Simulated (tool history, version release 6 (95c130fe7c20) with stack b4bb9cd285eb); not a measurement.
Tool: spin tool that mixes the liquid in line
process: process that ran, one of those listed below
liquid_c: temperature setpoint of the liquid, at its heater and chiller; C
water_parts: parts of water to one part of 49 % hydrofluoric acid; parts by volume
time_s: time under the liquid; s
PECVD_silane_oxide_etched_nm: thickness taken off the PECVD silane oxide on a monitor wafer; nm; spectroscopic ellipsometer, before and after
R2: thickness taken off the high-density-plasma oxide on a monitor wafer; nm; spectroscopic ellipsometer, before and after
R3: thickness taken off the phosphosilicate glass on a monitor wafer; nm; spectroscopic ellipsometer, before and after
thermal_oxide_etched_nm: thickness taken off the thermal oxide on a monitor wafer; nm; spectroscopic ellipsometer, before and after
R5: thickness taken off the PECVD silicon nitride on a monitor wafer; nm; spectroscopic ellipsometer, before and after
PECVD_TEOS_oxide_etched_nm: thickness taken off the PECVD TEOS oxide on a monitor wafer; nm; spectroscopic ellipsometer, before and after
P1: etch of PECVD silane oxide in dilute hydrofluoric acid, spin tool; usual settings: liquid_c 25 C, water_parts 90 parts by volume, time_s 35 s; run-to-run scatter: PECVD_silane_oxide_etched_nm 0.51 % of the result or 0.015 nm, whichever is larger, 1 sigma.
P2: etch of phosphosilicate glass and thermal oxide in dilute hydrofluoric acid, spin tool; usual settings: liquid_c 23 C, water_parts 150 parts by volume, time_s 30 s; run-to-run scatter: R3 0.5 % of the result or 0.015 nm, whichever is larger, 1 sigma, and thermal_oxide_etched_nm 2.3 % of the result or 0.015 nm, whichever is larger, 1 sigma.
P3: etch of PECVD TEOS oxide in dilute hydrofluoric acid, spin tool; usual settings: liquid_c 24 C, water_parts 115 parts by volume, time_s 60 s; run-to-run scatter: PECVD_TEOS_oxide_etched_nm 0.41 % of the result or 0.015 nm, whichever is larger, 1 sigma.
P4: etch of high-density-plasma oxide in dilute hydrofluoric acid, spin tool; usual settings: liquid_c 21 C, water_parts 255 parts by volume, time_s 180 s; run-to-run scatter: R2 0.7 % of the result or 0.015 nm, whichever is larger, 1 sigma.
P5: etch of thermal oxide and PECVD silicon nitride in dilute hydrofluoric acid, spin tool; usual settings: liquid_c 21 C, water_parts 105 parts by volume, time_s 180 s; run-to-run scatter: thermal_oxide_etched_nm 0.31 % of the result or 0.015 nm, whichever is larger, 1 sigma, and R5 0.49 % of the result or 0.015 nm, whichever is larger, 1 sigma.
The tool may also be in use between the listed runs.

{"run": 1, "hour": 10.0, "process": "P1", "liquid_c": 25, "water_parts": 90, "time_s": 35, "PECVD_silane_oxide_etched_nm": 14.29}
{"run": 2, "hour": 22.7, "process": "P1", "liquid_c": 17, "water_parts": 90, "time_s": 35, "PECVD_silane_oxide_etched_nm": 10.303}
{"run": 3, "hour": 39.1, "process": "P4", "liquid_c": 21, "water_parts": 425, "time_s": 180, "R2": 1.6336}
{"run": 4, "hour": 49.2, "process": "P2", "liquid_c": 23, "water_parts": 150, "time_s": 30, "R3": 13.044, "thermal_oxide_etched_nm": 0.86116}
{"run": 5, "hour": 58.7, "process": "P1", "liquid_c": 25, "water_parts": 30, "time_s": 35, "PECVD_silane_oxide_etched_nm": 46.038}
{"run": 6, "hour": 71.4, "process": "P1", "liquid_c": 25, "water_parts": 90, "time_s": 15, "PECVD_silane_oxide_etched_nm": 6.1404}
{"run": 7, "hour": 84.5, "process": "P1", "liquid_c": 19, "water_parts": 90, "time_s": 65, "PECVD_silane_oxide_etched_nm": 20.618}
{"run": 8, "hour": 100.8, "process": "P5", "liquid_c": 21, "water_parts": 105, "time_s": 180, "thermal_oxide_etched_nm": 7.046, "R5": 6.1533}
{"run": 9, "hour": 117.7, "process": "P2", "liquid_c": 18.5, "water_parts": 150, "time_s": 30, "R3": 10.974, "thermal_oxide_etched_nm": 0.75512}
{"run": 10, "hour": 132.2, "process": "P3", "liquid_c": 24, "water_parts": 115, "time_s": 15, "PECVD_TEOS_oxide_etched_nm": 3.0377}
{"run": 11, "hour": 140.5, "process": "P5", "liquid_c": 21, "water_parts": 185, "time_s": 180, "thermal_oxide_etched_nm": 3.6384, "R5": 3.5627}
{"run": 12, "hour": 149.3, "process": "P3", "liquid_c": 17, "water_parts": 115, "time_s": 60, "PECVD_TEOS_oxide_etched_nm": 9.2059}
{"run": 13, "hour": 163.9, "process": "P1", "liquid_c": 25, "water_parts": 90, "time_s": 35, "PECVD_silane_oxide_etched_nm": 14.206}
{"run": 14, "hour": 173.2, "process": "P5", "liquid_c": 26.5, "water_parts": 105, "time_s": 180, "thermal_oxide_etched_nm": 8.6482, "R5": 8.7774}
{"run": 15, "hour": 183.7, "process": "P5", "liquid_c": 21, "water_parts": 105, "time_s": 40, "thermal_oxide_etched_nm": 1.5689, "R5": 1.3473}
{"run": 16, "hour": 193.3, "process": "P1", "liquid_c": 22, "water_parts": 90, "time_s": 50, "PECVD_silane_oxide_etched_nm": 18.019}
{"run": 17, "hour": 210.5, "process": "P3", "liquid_c": 24, "water_parts": 170, "time_s": 60, "PECVD_TEOS_oxide_etched_nm": 7.7329}
{"run": 18, "hour": 220.2, "process": "P1", "liquid_c": 25, "water_parts": 90, "time_s": 35, "PECVD_silane_oxide_etched_nm": 14.249}
{"run": 19, "hour": 235.5, "process": "P3", "liquid_c": 24, "water_parts": 115, "time_s": 60, "PECVD_TEOS_oxide_etched_nm": 12.096}
{"run": 20, "hour": 245.3, "process": "P2", "liquid_c": 23, "water_parts": 255, "time_s": 30, "R3": 6.8512, "thermal_oxide_etched_nm": 0.46749}
{"run": 21, "hour": 259.4, "process": "P1", "liquid_c": 25, "water_parts": 90, "time_s": 35, "PECVD_silane_oxide_etched_nm": 14.341}
{"run": 22, "hour": 274.6, "process": "P1", "liquid_c": 25, "water_parts": 90, "time_s": 35, "PECVD_silane_oxide_etched_nm": 14.37}
{"run": 23, "hour": 286.7, "process": "P2", "liquid_c": 23, "water_parts": 150, "time_s": 30, "R3": 13.037, "thermal_oxide_etched_nm": 0.84013}
{"run": 24, "hour": 302.5, "process": "P1", "liquid_c": 25, "water_parts": 90, "time_s": 65, "PECVD_silane_oxide_etched_nm": 26.478}
{"run": 25, "hour": 315.2, "process": "P4", "liquid_c": 21, "water_parts": 255, "time_s": 180, "R2": 3.1698}
{"run": 26, "hour": 331.6, "process": "P1", "liquid_c": 31.5, "water_parts": 90, "time_s": 35, "PECVD_silane_oxide_etched_nm": 18.356}
{"run": 27, "hour": 343.4, "process": "P4", "liquid_c": 17, "water_parts": 255, "time_s": 180, "R2": 2.7175}
{"run": 28, "hour": 356.3, "process": "P2", "liquid_c": 23, "water_parts": 150, "time_s": 55, "R3": 23.972, "thermal_oxide_etched_nm": 1.5832}
{"run": 29, "hour": 371.5, "process": "P1", "liquid_c": 25, "water_parts": 140, "time_s": 35, "PECVD_silane_oxide_etched_nm": 8.6124}
{"run": 30, "hour": 388.2, "process": "P4", "liquid_c": 21, "water_parts": 255, "time_s": 15, "R2": 0.27365}
{"run": 31, "hour": 397.6, "process": "P1", "liquid_c": 28.5, "water_parts": 90, "time_s": 15, "PECVD_silane_oxide_etched_nm": 6.9938}
{"run": 32, "hour": 412.9, "process": "P4", "liquid_c": 21, "water_parts": 255, "time_s": 180, "R2": 3.1578}
{"run": 33, "hour": 425.3, "process": "P5", "liquid_c": 21, "water_parts": 105, "time_s": 180, "thermal_oxide_etched_nm": 6.9773, "R5": 6.1393}
{"run": 34, "hour": 441.6, "process": "P1", "liquid_c": 25, "water_parts": 90, "time_s": 35, "PECVD_silane_oxide_etched_nm": 14.419}
{"run": 35, "hour": 459.3, "process": "P1", "liquid_c": 25, "water_parts": 90, "time_s": 35, "PECVD_silane_oxide_etched_nm": 14.873}
{"run": 36, "hour": 470.9, "process": "P1", "liquid_c": 25, "water_parts": 90, "time_s": 35, "PECVD_silane_oxide_etched_nm": 14.986}
{"run": 37, "hour": 487.1, "process": "P1", "liquid_c": 25, "water_parts": 90, "time_s": 35, "PECVD_silane_oxide_etched_nm": 15.241}
{"run": 38, "hour": 497.8, "process": "P1", "liquid_c": 25, "water_parts": 90, "time_s": 35, "PECVD_silane_oxide_etched_nm": 15.162}
{"run": 39, "hour": 507.7, "process": "P1", "liquid_c": 25, "water_parts": 90, "time_s": 35, "PECVD_silane_oxide_etched_nm": 15.191}
{"run": 40, "hour": 515.4, "process": "P1", "liquid_c": 25, "water_parts": 90, "time_s": 35, "PECVD_silane_oxide_etched_nm": 15.244}
{"run": 41, "hour": 523.1, "process": "P1", "liquid_c": 25, "water_parts": 90, "time_s": 35, "PECVD_silane_oxide_etched_nm": 15.145}
{"run": 42, "hour": 532.9, "process": "P1", "liquid_c": 25, "water_parts": 90, "time_s": 35, "PECVD_silane_oxide_etched_nm": 15.291}

What P1 gives has crept away from where it was. These 2 causes fit the log equally well, each at the size given:
A: liquid hotter than its thermometer reads (K) = 1.68
B: hydrofluoric acid flow above the setpoint (%) = 6.1
The creep began at about hour 441.6.

4 check runs are offered, one wafer each, their results left as question marks. Which one tells the causes apart?
{"run": "check 1", "hour": 542.7, "process": "P5", "liquid_c": 21, "water_parts": 105, "time_s": 180, "thermal_oxide_etched_nm": "?", "R5": "?"}
{"run": "check 2", "hour": 542.7, "process": "P2", "liquid_c": 23, "water_parts": 150, "time_s": 30, "R3": "?", "thermal_oxide_etched_nm": "?"}
{"run": "check 3", "hour": 542.7, "process": "P3", "liquid_c": 24, "water_parts": 115, "time_s": 60, "PECVD_TEOS_oxide_etched_nm": "?"}
{"run": "check 4", "hour": 542.7, "process": "P4", "liquid_c": 21, "water_parts": 255, "time_s": 180, "R2": "?"}

What each check would give under each cause:
check=check_1 result=thermal_oxide_etched_nm if_A=7.4755 if_B=7.4642
check=check_1 result=R5 if_A=6.8691 if_B=6.505
check=check_2 result=R3 if_A=13.901 if_B=13.964
check=check_2 result=thermal_oxide_etched_nm if_A=0.94029 if_B=0.94457
check=check_3 result=PECVD_TEOS_oxide_etched_nm if_A=12.993 if_B=13.017
check=check_4 result=R2 if_A=3.3652 if_B=3.4048
How far apart the two closest causes lie, in the result that separates them most: check 1 5.45 %; check 2 0.45 %; check 3 0.19 %; check 4 1.17 %
Check 1 tells the causes apart: in the others they would give nearly the same result.

Check 1 was then run and gave: thermal_oxide_etched_nm 7.4734 nm; R5 6.8382 nm. Which cause is it?

It is A: liquid hotter than its thermometer reads (K).
